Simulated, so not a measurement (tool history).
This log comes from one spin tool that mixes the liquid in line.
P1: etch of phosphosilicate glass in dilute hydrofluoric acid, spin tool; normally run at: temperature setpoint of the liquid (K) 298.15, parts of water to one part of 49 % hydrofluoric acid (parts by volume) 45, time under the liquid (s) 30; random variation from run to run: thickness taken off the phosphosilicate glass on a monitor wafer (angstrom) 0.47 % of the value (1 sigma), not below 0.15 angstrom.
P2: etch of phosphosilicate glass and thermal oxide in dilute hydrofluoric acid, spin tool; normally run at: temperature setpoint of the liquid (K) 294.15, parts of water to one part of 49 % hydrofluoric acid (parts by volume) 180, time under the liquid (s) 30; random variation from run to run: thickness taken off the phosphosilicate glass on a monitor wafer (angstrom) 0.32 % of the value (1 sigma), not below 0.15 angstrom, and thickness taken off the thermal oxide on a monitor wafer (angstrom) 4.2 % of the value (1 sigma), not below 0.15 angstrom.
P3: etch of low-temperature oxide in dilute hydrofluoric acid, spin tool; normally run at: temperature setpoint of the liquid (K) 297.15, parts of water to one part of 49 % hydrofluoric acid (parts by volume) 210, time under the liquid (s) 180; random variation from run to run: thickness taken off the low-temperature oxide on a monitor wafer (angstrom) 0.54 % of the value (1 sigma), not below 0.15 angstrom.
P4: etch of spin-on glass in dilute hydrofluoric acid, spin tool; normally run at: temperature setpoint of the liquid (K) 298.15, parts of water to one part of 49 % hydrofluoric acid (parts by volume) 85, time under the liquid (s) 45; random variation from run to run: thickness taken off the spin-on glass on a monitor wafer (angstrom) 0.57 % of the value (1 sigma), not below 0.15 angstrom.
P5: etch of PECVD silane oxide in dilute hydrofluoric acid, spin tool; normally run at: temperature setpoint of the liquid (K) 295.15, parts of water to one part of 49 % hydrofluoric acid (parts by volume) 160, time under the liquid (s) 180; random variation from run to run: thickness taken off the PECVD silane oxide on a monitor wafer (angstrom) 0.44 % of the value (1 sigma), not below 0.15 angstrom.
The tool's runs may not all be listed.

run,day,process that ran,temperature setpoint of the liquid (K),parts of water to one part of 49 % hydrofluoric acid (parts by volume),time under the liquid (s),thickness taken off the phosphosilicate glass on a monitor wafer (angstrom),thickness taken off the PECVD silane oxide on a monitor wafer (angstrom),thickness taken off the spin-on glass on a monitor wafer (angstrom),thickness taken off the thermal oxide on a monitor wafer (angstrom),thickness taken off the low-temperature oxide on a monitor wafer (angstrom)
1,0.379,P1,298.15,45,30,1500.500,,,,
2,0.771,P5,295.15,160,355,,291.77,,,
3,1.171,P1,306.15,45,30,2070.700,,,,
4,1.583,P4,298.15,85,15,,,65.222,,
5,1.975,P2,294.15,180,15,60.351,,,3.0747,
6,2.179,P3,297.15,310,180,,,,,93.258
7,2.562,P2,290.15,180,30,103.780,,,5.8746,
8,2.950,P4,298.15,85,45,,,197.770,,
9,3.171,P1,298.15,45,30,1498.400,,,,
10,3.454,P5,290.15,160,180,,121.19,,,
11,3.712,P4,298.15,45,45,,,392.300,,
12,4.146,P1,293.15,30,30,1868.200,,,,
13,4.358,P1,298.15,25,30,2782.200,,,,
14,4.683,P5,295.15,85,180,,302.50,,,
15,5.029,P4,293.65,85,45,,,164.460,,
16,5.371,P1,298.15,45,30,1508.800,,,,
17,5.567,P1,298.15,45,30,1518.100,,,,
18,5.775,P1,298.15,45,60,3023.600,,,,
19,6.171,P2,294.15,180,30,121.850,,,6.2121,
20,6.525,P1,291.65,45,30,1145.000,,,,
21,6.725,P3,297.15,210,280,,,,,235.940
22,7.054,P3,304.65,210,180,,,,,198.380
23,7.250,P5,295.15,160,180,,148.40,,,
24,7.533,P1,298.15,45,15,745.800,,,,
25,7.733,P2,294.15,80,30,303.950,,,16.0590,
26,8.108,P1,298.15,60,30,1099.000,,,,
27,8.438,P3,297.15,210,180,,,,,151.620
28,8.825,P3,297.15,210,180,,,,,152.910
29,9.112,P1,298.15,45,30,1505.400,,,,
30,9.338,P1,298.15,45,30,1537.400,,,,
31,9.754,P1,298.15,45,30,1582.900,,,,
32,9.983,P1,298.15,45,30,1599.800,,,,
33,10.192,P1,298.15,45,30,1591.700,,,,
34,10.383,P1,298.15,45,30,1633.000,,,,
35,10.775,P1,298.15,45,30,1632.800,,,,
36,11.171,P1,298.15,45,30,1647.100,,,,
37,11.504,P1,298.15,45,30,1652.400,,,,
38,11.808,P1,298.15,45,30,1660.500,,,,
39,12.108,P1,298.15,45,30,1657.400,,,,
40,12.329,P1,298.15,45,30,1651.600,,,,

Compared with where it was, what P1 gives has crept away. Each cause listed below fits the log as well as the rest, at the size given for it:
A: liquid hotter than its thermometer reads (K) = 2.26
B: hydrofluoric acid flow above the setpoint (%) = 9.05
At approximately day 9.112, the process output began to creep.

You are offered 4 check runs, listed below with question marks in place of their results; each one averages 2 wafers. Which run separates the listed causes by giving clearly different results for each?
check 1,12.550,P3,303.65,210,180,,,,,?
check 2,12.550,P2,294.15,95,30,?,,,?,
check 3,12.550,P5,290.15,105,180,,?,,,
check 4,12.550,P4,298.15,60,15,,,?,,

Predicted outcomes, by check and by cause:
check,result,if A,if B
check 1,thickness taken off the low-temperature oxide on a monitor wafer (angstrom),206.690,213.440
check 2,thickness taken off the phosphosilicate glass on a monitor wafer (angstrom),276.570,277.770
check 2,thickness taken off the thermal oxide on a monitor wafer (angstrom),14.9210,14.9860
check 3,thickness taken off the PECVD silane oxide on a monitor wafer (angstrom),213.86,214.19
check 4,thickness taken off the spin-on glass on a monitor wafer (angstrom),105.120,105.400
How far apart the two closest causes lie, in the result that separates them most: check 1 3.21 %; check 2 0.43 %; check 3 0.15 %; check 4 0.27 %
Check 1 distinguishes between the causes, while the remaining checks would return nearly the same result for all of them.

Then check 1 was run and gave: thickness taken off the low-temperature oxide on a monitor wafer (angstrom) 206.210. Which cause is it?

A is the cause: liquid hotter than its thermometer reads (K).
